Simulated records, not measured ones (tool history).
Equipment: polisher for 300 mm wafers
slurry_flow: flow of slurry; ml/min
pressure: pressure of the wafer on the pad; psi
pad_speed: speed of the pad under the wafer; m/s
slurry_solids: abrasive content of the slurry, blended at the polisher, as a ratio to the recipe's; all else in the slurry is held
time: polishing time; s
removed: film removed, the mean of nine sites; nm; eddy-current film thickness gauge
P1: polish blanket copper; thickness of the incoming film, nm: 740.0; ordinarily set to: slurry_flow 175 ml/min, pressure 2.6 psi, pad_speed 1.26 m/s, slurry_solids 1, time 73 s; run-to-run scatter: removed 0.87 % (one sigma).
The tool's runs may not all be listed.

run,hour,slurry_flow,pressure,pad_speed,slurry_solids,time,wafers polished on this pad,hours since the slurry nozzle was cleaned,hours since the head pressure was calibrated,hours since the slurry blender was calibrated,removed
1,11.8,175,2.6,1.26,1,73,618,74.3,733.5,314.2,277.32
2,21.7,175,2.6,1.26,1,73,726,84.2,743.4,324.1,275.44
3,37.4,175,2.6,1.26,1,73,897,99.9,759.1,339.8,277.78
4,48.9,175,3.9,1.26,1,73,1022,111.4,770.6,351.3,412.33
5,62.1,175,2.6,1.98,1,73,1166,124.6,783.8,364.5,444.99
6,70.1,105,2.6,1.26,1,73,1253,132.6,791.8,372.5,249.17
7,77.8,175,2.6,1.26,1.35,73,1337,140.3,799.5,380.2,297.24
8,85.7,175,2.6,1.26,1,73,1423,148.2,807.4,388.1,274.66
9,103.1,175,2.6,1.26,1,50,1612,165.6,824.8,405.5,189.04
10,118.8,175,1.5,1.26,1,73,1783,181.3,840.5,421.2,158.4
# hour 126.2: slurry blender recalibrated
11,132.9,175,2.6,1.26,1,116,1936,195.4,854.6,6.7,447.62
12,141.5,175,2.6,1.88,1,33,2030,204,863.2,15.3,188.91
13,152.1,175,2.6,1.26,1,73,2146,214.6,873.8,25.9,277.1
14,161.1,175,2.6,1.26,1,73,2243,223.6,882.8,34.9,275.37
15,174.9,175,2.6,1.26,1,73,2394,237.4,896.6,48.7,275.86
16,189.6,175,2.6,0.74,1,73,2554,252.1,911.3,63.4,163.11
17,198.5,175,2.6,1.26,0.75,73,2651,261,920.2,72.3,260.88
18,208.2,225,2.6,1.26,1,73,2756,270.7,929.9,82,286.19
19,225.3,175,2.6,1.26,1,73,2942,287.8,947,99.1,275.8
20,235.3,175,2.6,1.26,1,73,3051,297.8,957,109.1,265.71
21,243.7,175,2.6,1.26,1,73,3143,306.2,965.4,117.5,269.63
22,259.3,175,2.6,1.26,1,73,3313,321.8,981,133.1,262.29
23,270.7,175,2.6,1.26,1,73,3437,333.2,992.4,144.5,259.84
24,285.4,175,2.6,1.26,1,73,3597,347.9,1007.1,159.2,257.22
# hour 294.3: slurry blender recalibrated
25,301.2,175,2.6,1.26,1,73,3769,363.7,1022.9,7,257.88
# hour 312: head pressure recalibrated
26,316.1,175,2.6,1.26,1,73,3931,378.6,4.2,21.9,256.74
27,327.8,175,2.6,1.26,1,73,4058,390.3,15.9,33.6,253.07
28,343,175,2.6,1.26,1,73,4224,405.5,31.1,48.8,254.99
29,356.2,175,2.6,1.26,1,73,4367,418.7,44.3,62,254.35

What P1 gives has crept off from where it sat before. The 2 causes that follow fit the log equally well, each at the size noted:
A: slurry flow missing at the pad, % = 35.9
B: removal rate lost through wear of the pad, % = 7.93
The process output started creeping at around hour 225.3.
The rest of the possible causes, and what rules out each one:
head's pressure below its setpoint, %: serviced after onset, at hour 312, with no recovery of the prior output
abrasive missing from the slurry, %: serviced after onset, at hour 294.3, with no recovery of the prior output

Below are 4 check runs, each averaged over 2 wafers, with their results shown as question marks. Which of them would give clearly different results depending on which cause is behind the drift?
check 1,369.4,175,2.6,1.26,1.25,110,,,,,?
check 2,369.4,175,2.6,1.26,1.2,90,,,,,?
check 3,369.4,105,1.8,1.26,1,73,,,,,?
check 4,369.4,175,1.7,1.26,1,94,,,,,?

What each check would give under each cause:
check,result,if A,if B
check 1,removed,403.66,403.71
check 2,removed,327.33,327.36
check 3,removed,152.75,160.19
check 4,removed,214.88,214.9
How far apart the two closest causes lie, in the result that separates them most: check 1 0.01 %; check 2 0.01 %; check 3 4.76 %; check 4 0.01 %
The causes can be told apart only by check 3. The other checks would give nearly the same results under each of them.

The results of check 3 are: removed 160 nm. Based on these, which of the listed causes is it?

B is the cause: removal rate lost through wear of the pad, %.

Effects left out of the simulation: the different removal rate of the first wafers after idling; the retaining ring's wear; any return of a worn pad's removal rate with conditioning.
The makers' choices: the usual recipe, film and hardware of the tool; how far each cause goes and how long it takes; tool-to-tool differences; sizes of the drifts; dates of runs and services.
